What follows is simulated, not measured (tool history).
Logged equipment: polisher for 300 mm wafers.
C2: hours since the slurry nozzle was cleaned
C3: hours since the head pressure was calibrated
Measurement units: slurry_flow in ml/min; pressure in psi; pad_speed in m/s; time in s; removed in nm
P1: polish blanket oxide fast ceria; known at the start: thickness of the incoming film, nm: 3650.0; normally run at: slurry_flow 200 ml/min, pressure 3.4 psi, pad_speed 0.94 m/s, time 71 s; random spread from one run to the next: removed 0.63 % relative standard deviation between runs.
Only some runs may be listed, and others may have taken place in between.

run 1 hour=8.9 | slurry_flow=200 pressure=3.4 pad_speed=0.94 time=71 | wafers_polished_on_this_pad=560 C2=143.0 C3=324.0 | removed=1332.50
run 2 hour=24.5 | slurry_flow=200 pressure=3.4 pad_speed=1.30 time=71 | wafers_polished_on_this_pad=758 C2=158.6 C3=339.6 | removed=1842.30
-- hour=28.4 worn pad replaced by a new one
run 3 hour=34.3 | slurry_flow=200 pressure=2.1 pad_speed=0.94 time=71 | wafers_polished_on_this_pad=74 C2=168.4 C3=349.4 | removed=829.82
run 4 hour=43.7 | slurry_flow=200 pressure=3.4 pad_speed=0.94 time=107 | wafers_polished_on_this_pad=193 C2=177.8 C3=358.8 | removed=1997.80
run 5 hour=57.4 | slurry_flow=200 pressure=4.9 pad_speed=0.94 time=71 | wafers_polished_on_this_pad=366 C2=191.5 C3=372.5 | removed=1906.90
run 6 hour=68.3 | slurry_flow=200 pressure=3.4 pad_speed=0.94 time=71 | wafers_polished_on_this_pad=504 C2=202.4 C3=383.4 | removed=1338.40
run 7 hour=82.5 | slurry_flow=200 pressure=3.4 pad_speed=0.94 time=71 | wafers_polished_on_this_pad=683 C2=216.6 C3=397.6 | removed=1338.80
-- hour=96.2 head pressure recalibrated
run 8 hour=99.5 | slurry_flow=200 pressure=3.4 pad_speed=0.94 time=71 | wafers_polished_on_this_pad=898 C2=233.6 C3=3.4 | removed=1334.10
run 9 hour=113.3 | slurry_flow=305 pressure=3.4 pad_speed=0.94 time=71 | wafers_polished_on_this_pad=1072 C2=247.4 C3=17.2 | removed=1388.60
run 10 hour=128.4 | slurry_flow=265 pressure=3.4 pad_speed=0.94 time=32 | wafers_polished_on_this_pad=1263 C2=262.5 C3=32.3 | removed=621.68
run 11 hour=142.8 | slurry_flow=200 pressure=3.4 pad_speed=0.42 time=71 | wafers_polished_on_this_pad=1445 C2=276.9 C3=46.7 | removed=593.37
run 12 hour=160.6 | slurry_flow=200 pressure=3.4 pad_speed=0.94 time=71 | wafers_polished_on_this_pad=1670 C2=294.7 C3=64.5 | removed=1329.70
run 13 hour=174.2 | slurry_flow=200 pressure=3.4 pad_speed=0.94 time=32 | wafers_polished_on_this_pad=1842 C2=308.3 C3=78.1 | removed=601.27
run 14 hour=186.4 | slurry_flow=200 pressure=3.4 pad_speed=0.94 time=71 | wafers_polished_on_this_pad=1996 C2=320.5 C3=90.3 | removed=1351.40
run 15 hour=201.9 | slurry_flow=200 pressure=3.4 pad_speed=0.94 time=71 | wafers_polished_on_this_pad=2192 C2=336.0 C3=105.8 | removed=1345.70
run 16 hour=220.7 | slurry_flow=120 pressure=3.4 pad_speed=0.94 time=71 | wafers_polished_on_this_pad=2430 C2=354.8 C3=124.6 | removed=1222.70
run 17 hour=239.1 | slurry_flow=200 pressure=3.4 pad_speed=0.94 time=71 | wafers_polished_on_this_pad=2662 C2=373.2 C3=143.0 | removed=1345.20
run 18 hour=257.0 | slurry_flow=200 pressure=3.4 pad_speed=0.94 time=71 | wafers_polished_on_this_pad=2888 C2=391.1 C3=160.9 | removed=1317.80
run 19 hour=273.7 | slurry_flow=200 pressure=3.4 pad_speed=0.94 time=71 | wafers_polished_on_this_pad=3099 C2=407.8 C3=177.6 | removed=1305.10
run 20 hour=287.0 | slurry_flow=200 pressure=3.4 pad_speed=0.94 time=71 | wafers_polished_on_this_pad=3267 C2=421.1 C3=190.9 | removed=1290.00
run 21 hour=299.7 | slurry_flow=200 pressure=3.4 pad_speed=0.94 time=71 | wafers_polished_on_this_pad=3428 C2=433.8 C3=203.6 | removed=1291.70
-- hour=305.4 worn pad replaced by a new one
run 22 hour=312.2 | slurry_flow=200 pressure=3.4 pad_speed=0.94 time=71 | wafers_polished_on_this_pad=86 C2=446.3 C3=216.1 | removed=1281.70
run 23 hour=328.6 | slurry_flow=200 pressure=3.4 pad_speed=0.94 time=71 | wafers_polished_on_this_pad=293 C2=462.7 C3=232.5 | removed=1277.60
run 24 hour=346.0 | slurry_flow=200 pressure=3.4 pad_speed=0.94 time=71 | wafers_polished_on_this_pad=513 C2=480.1 C3=249.9 | removed=1266.30
run 25 hour=364.1 | slurry_flow=200 pressure=3.4 pad_speed=0.94 time=71 | wafers_polished_on_this_pad=741 C2=498.2 C3=268.0 | removed=1259.90
run 26 hour=382.7 | slurry_flow=200 pressure=3.4 pad_speed=0.94 time=71 | wafers_polished_on_this_pad=976 C2=516.8 C3=286.6 | removed=1267.20
run 27 hour=395.7 | slurry_flow=200 pressure=3.4 pad_speed=0.94 time=71 | wafers_polished_on_this_pad=1141 C2=529.8 C3=299.6 | removed=1267.30
run 28 hour=407.6 | slurry_flow=200 pressure=3.4 pad_speed=0.94 time=71 | wafers_polished_on_this_pad=1291 C2=541.7 C3=311.5 | removed=1256.70

Compared with where it was, what P1 gives has crept away. Each cause listed below fits the log as well as the rest, at the size given for it:
A: head's pressure below its setpoint, % = 4.89
B: slurry flow missing at the pad, % = 27.6
Onset of the creep was near hour 239.1.
Other possible causes, and why each is ruled out:
removal rate lost through wear of the pad, %: its service at hour 305.4 followed the start of the drift and did not put the process back to its old value

The 4 check runs listed below each average the results of 3 wafers, and their outcomes are marked with question marks. Under which run would the listed causes produce clearly different results?
run check 1 hour=419.5 | slurry_flow=200 pressure=2.3 pad_speed=0.94 time=71 | removed=?
run check 2 hour=419.5 | slurry_flow=120 pressure=3.4 pad_speed=0.94 time=71 | removed=?
run check 3 hour=419.5 | slurry_flow=200 pressure=4.6 pad_speed=0.94 time=91 | removed=?
run check 4 hour=419.5 | slurry_flow=200 pressure=3.4 pad_speed=0.46 time=71 | removed=?

How each check would come out, cause by cause:
check=check_1 result=removed if_A=858.45 if_B=858.41
check=check_2 result=removed if_A=1163.20 if_B=1129.20
check=check_3 result=removed if_A=2200.50 if_B=2200.40
check=check_4 result=removed if_A=621.01 if_B=620.98
Minimum pairwise separation of causes per check, each pair taken at its best-separating result: check 1 0 %; check 2 2.97 %; check 3 0 %; check 4 0 %
The other checks would show nearly matching results whichever cause is true, so check 2 is the only one that separates the causes.

Here is what check 2 returned: removed 1120.20 nm. Which cause is it?

B is the cause: slurry flow missing at the pad, %.
